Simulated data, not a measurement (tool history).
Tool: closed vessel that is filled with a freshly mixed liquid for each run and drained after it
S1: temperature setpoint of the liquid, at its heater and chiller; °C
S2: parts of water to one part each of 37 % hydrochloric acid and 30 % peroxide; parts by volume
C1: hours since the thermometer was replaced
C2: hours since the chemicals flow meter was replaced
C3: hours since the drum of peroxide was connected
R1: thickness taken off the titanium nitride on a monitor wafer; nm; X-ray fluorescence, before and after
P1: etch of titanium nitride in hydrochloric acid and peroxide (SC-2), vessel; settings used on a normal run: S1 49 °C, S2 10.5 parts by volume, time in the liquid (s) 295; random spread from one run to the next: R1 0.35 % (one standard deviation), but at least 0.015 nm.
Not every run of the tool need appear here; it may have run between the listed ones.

run 1 day=0.312 | S1=49 S2=10.5 time_in_the_liquid_(s)=295 | C1=271.3 C2=997.0 C3=535.9 | R1=8.0032
run 2 day=0.625 | S1=49 S2=10.5 time_in_the_liquid_(s)=585 | C1=278.8 C2=1004.5 C3=543.4 | R1=15.6800
run 3 day=0.892 | S1=49 S2=10.5 time_in_the_liquid_(s)=90 | C1=285.2 C2=1010.9 C3=549.8 | R1=2.4271
run 4 day=1.088 | S1=49 S2=4.0 time_in_the_liquid_(s)=295 | C1=289.9 C2=1015.6 C3=554.5 | R1=16.5510
run 5 day=1.479 | S1=49 S2=10.5 time_in_the_liquid_(s)=295 | C1=299.3 C2=1025.0 C3=563.9 | R1=7.9174
run 6 day=1.725 | S1=49 S2=18.5 time_in_the_liquid_(s)=295 | C1=305.2 C2=1030.9 C3=569.8 | R1=4.8047
run 7 day=2.133 | S1=49 S2=10.5 time_in_the_liquid_(s)=295 | C1=315.0 C2=1040.7 C3=579.6 | R1=7.8644
run 8 day=2.496 | S1=49 S2=14.5 time_in_the_liquid_(s)=175 | C1=323.7 C2=1049.4 C3=588.3 | R1=3.5657
run 9 day=2.892 | S1=35 S2=10.5 time_in_the_liquid_(s)=295 | C1=333.2 C2=1058.9 C3=597.8 | R1=2.9727
run 10 day=3.271 | S1=49 S2=10.5 time_in_the_liquid_(s)=295 | C1=342.3 C2=1068.0 C3=606.9 | R1=7.9413
run 11 day=3.662 | S1=58 S2=10.5 time_in_the_liquid_(s)=295 | C1=351.7 C2=1077.4 C3=616.3 | R1=14.2520
run 12 day=3.871 | S1=49 S2=10.5 time_in_the_liquid_(s)=295 | C1=356.7 C2=1082.4 C3=621.3 | R1=7.9188
run 13 day=4.121 | S1=49 S2=10.5 time_in_the_liquid_(s)=295 | C1=362.7 C2=1088.4 C3=627.3 | R1=7.7543
run 14 day=4.442 | S1=49 S2=10.5 time_in_the_liquid_(s)=295 | C1=370.4 C2=1096.1 C3=635.0 | R1=7.6476
run 15 day=4.733 | S1=49 S2=10.5 time_in_the_liquid_(s)=295 | C1=377.4 C2=1103.1 C3=642.0 | R1=7.4805
run 16 day=5.100 | S1=49 S2=10.5 time_in_the_liquid_(s)=295 | C1=386.2 C2=1111.9 C3=650.8 | R1=7.4473
-- day=5.238 new drum of peroxide connected
run 17 day=5.346 | S1=49 S2=10.5 time_in_the_liquid_(s)=295 | C1=392.1 C2=1117.8 C3=2.6 | R1=7.3351
run 18 day=5.646 | S1=49 S2=10.5 time_in_the_liquid_(s)=295 | C1=399.3 C2=1125.0 C3=9.8 | R1=7.3389
run 19 day=5.979 | S1=49 S2=10.5 time_in_the_liquid_(s)=295 | C1=407.3 C2=1133.0 C3=17.8 | R1=7.2880
run 20 day=6.217 | S1=49 S2=10.5 time_in_the_liquid_(s)=295 | C1=413.0 C2=1138.7 C3=23.5 | R1=7.3147
run 21 day=6.429 | S1=49 S2=10.5 time_in_the_liquid_(s)=295 | C1=418.1 C2=1143.8 C3=28.6 | R1=7.2309
run 22 day=6.846 | S1=49 S2=10.5 time_in_the_liquid_(s)=295 | C1=428.1 C2=1153.8 C3=38.6 | R1=7.2278
run 23 day=7.129 | S1=49 S2=10.5 time_in_the_liquid_(s)=295 | C1=434.9 C2=1160.6 C3=45.4 | R1=7.2407

Compared with where it was, what P1 gives has crept away. Each cause listed below fits the log as well as the rest, at the size given for it:
A: liquid colder than its thermometer reads (K) = 1.29
B: chemicals flow below the setpoint (%) = 9.71
The gradual shift began around day 3.871.
Why every other cause is out:
peroxide weaker than its label (%): serviced after onset, at day 5.238, with no recovery of the prior output

Consider the 4 check runs below, whose results appear as question marks and each of which averages 3 wafers. Which one distinguishes the causes, in that each cause would give it a clearly different result?
run check 1 day=7.412 | S1=35.5 S2=18.0 time_in_the_liquid_(s)=295 | R1=?
run check 2 day=7.412 | S1=37.0 S2=18.0 time_in_the_liquid_(s)=295 | R1=?
run check 3 day=7.412 | S1=36.5 S2=5.0 time_in_the_liquid_(s)=295 | R1=?
run check 4 day=7.412 | S1=49.0 S2=15.0 time_in_the_liquid_(s)=565 | R1=?

How each check would come out, cause by cause:
check=check_1 result=R1 if_A=1.7487 if_B=1.7527
check=check_2 result=R1 if_A=1.9521 if_B=1.9547
check=check_3 result=R1 if_A=5.3771 if_B=5.4859
check=check_4 result=R1 if_A=10.2200 if_B=10.1820
How far apart the two closest causes lie, in the result that separates them most: check 1 0.23 %; check 2 0.14 %; check 3 2 %; check 4 0.38 %
Check 3 is the one run that separates the causes; every other check would come out nearly the same whichever cause is at work.

Here is what check 3 returned: R1 5.4728 nm. Which cause is it?

Of the candidate causes, it is B: chemicals flow below the setpoint (%).

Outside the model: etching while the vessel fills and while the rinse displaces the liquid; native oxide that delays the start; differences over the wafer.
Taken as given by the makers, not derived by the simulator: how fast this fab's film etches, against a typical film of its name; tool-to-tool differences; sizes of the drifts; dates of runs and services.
